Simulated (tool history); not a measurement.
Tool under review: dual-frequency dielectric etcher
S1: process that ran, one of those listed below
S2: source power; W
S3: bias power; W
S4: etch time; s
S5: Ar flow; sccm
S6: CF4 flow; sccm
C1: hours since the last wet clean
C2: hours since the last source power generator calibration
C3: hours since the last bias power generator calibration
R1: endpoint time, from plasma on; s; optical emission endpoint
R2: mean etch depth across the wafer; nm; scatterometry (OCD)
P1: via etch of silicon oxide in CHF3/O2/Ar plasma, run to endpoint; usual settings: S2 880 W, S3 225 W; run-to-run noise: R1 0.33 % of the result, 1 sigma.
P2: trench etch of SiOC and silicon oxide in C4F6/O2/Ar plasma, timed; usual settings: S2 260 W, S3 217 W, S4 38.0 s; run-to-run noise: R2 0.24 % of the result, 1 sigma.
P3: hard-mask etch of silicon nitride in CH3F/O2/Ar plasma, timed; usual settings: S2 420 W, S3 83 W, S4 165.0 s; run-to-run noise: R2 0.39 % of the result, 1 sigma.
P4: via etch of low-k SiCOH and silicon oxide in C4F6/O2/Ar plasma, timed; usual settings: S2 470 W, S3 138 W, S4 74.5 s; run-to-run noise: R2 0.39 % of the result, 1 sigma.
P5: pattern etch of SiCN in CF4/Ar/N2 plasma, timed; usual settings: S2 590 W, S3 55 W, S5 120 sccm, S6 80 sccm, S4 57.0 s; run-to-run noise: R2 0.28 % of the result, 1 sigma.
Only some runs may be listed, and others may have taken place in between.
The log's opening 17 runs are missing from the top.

run   hour  S1    S2   S3     S4   S5  S6     C1      C2      C3      R1       R2
 18  132.7  P5   590   74   57.0  120  80  413.9  1033.2  1215.5           62.983
 19  139.9  P3   420  112  165.0           421.1  1040.4  1222.7          139.850
 20  147.1  P2   260  217   38.0           428.3  1047.6  1229.9           66.619
 21  156.2  P1   600  176                  437.4  1056.7  1239.0  304.12
 22  165.3  P3   420   83  165.0           446.5  1065.8  1248.1          124.370
 23  170.7  P5   390   55   57.0  120  80  451.9  1071.2  1253.5           39.768
 24  175.9  P1   880  225                  457.1  1076.4  1258.7  241.93
 25  185.5  P1  1120  140                  466.7  1086.0  1268.3  258.48
 26  195.6  P1   880  278                  476.8  1096.1  1278.4  226.68
 27  201.8  P2   260  217   57.0           483.0  1102.3  1284.6           99.885
 28  209.5  P5   590   55   57.0  162  80  490.7  1110.0  1292.3           54.176
 29  219.6  P2   260  217   38.0           500.8  1120.1  1302.4           66.632
 30  226.4  P1  1060  225                  507.6  1126.9  1309.2  226.47
 31  231.4  P3   290   83  165.0           512.6  1131.9  1314.2          108.470

The next listed run, before its measurement:
 32  237.0  P5  590  55  57.0  120  54  518.2  1137.5  1319.8       ?

For run 32 the tool returned R2 53.185 nm.

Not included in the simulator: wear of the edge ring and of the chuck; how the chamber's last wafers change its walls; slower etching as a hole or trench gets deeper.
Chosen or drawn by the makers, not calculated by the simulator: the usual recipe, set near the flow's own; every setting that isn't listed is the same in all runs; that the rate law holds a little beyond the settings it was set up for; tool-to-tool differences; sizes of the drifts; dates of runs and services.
